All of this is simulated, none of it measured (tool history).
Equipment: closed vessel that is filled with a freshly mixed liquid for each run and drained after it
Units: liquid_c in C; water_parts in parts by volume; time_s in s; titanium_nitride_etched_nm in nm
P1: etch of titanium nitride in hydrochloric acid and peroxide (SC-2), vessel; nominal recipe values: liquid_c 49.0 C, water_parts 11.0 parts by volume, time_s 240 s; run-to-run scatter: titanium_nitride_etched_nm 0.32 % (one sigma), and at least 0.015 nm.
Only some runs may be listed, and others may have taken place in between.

| run | hour | liquid_c | water_parts | time_s | hours since the thermometer was replaced | hours since the chemicals flow meter was replaced | hours since the drum of peroxide was connected | titanium_nitride_etched_nm |
|---|---|---|---|---|---|---|---|---|
| 1 | 4.4 | 49.0 | 11.0 | 240 | 1523.7 | 758.8 | 310.7 | 7.5860 |
| 2 | 7.8 | 49.0 | 11.0 | 240 | 1527.1 | 762.2 | 314.1 | 7.6188 |
| 3 | 11.4 | 49.0 | 20.0 | 240 | 1530.7 | 765.8 | 317.7 | 4.5144 |
| 4 | 16.3 | 65.5 | 11.0 | 240 | 1535.6 | 770.7 | 322.6 | 21.8320 |
| 5 | 19.0 | 49.0 | 4.0 | 240 | 1538.3 | 773.4 | 325.3 | 16.4450 |
| 6 | 22.5 | 49.0 | 19.0 | 350 | 1541.8 | 776.9 | 328.8 | 6.8728 |
|  | 27.0 | new drum of peroxide connected |
| 7 | 28.3 | 35.0 | 11.0 | 240 | 1547.6 | 782.7 | 1.3 | 2.8709 |
| 8 | 33.1 | 49.0 | 11.0 | 445 | 1552.4 | 787.5 | 6.1 | 14.1370 |
| 9 | 39.5 | 49.0 | 17.5 | 345 | 1558.8 | 793.9 | 12.5 | 7.3053 |
| 10 | 45.8 | 49.0 | 11.0 | 240 | 1565.1 | 800.2 | 18.8 | 7.5715 |
| 11 | 48.7 | 49.0 | 11.0 | 240 | 1568.0 | 803.1 | 21.7 | 7.6136 |
| 12 | 52.2 | 49.0 | 11.0 | 240 | 1571.5 | 806.6 | 25.2 | 7.6335 |

The next listed run, before its measurement:
| 13 | 56.4 | 49.0 | 11.0 | 35 | 1575.7 | 810.8 | 29.4 | ? |

Run 13 gave titanium_nitride_etched_nm 1.0803 nm.

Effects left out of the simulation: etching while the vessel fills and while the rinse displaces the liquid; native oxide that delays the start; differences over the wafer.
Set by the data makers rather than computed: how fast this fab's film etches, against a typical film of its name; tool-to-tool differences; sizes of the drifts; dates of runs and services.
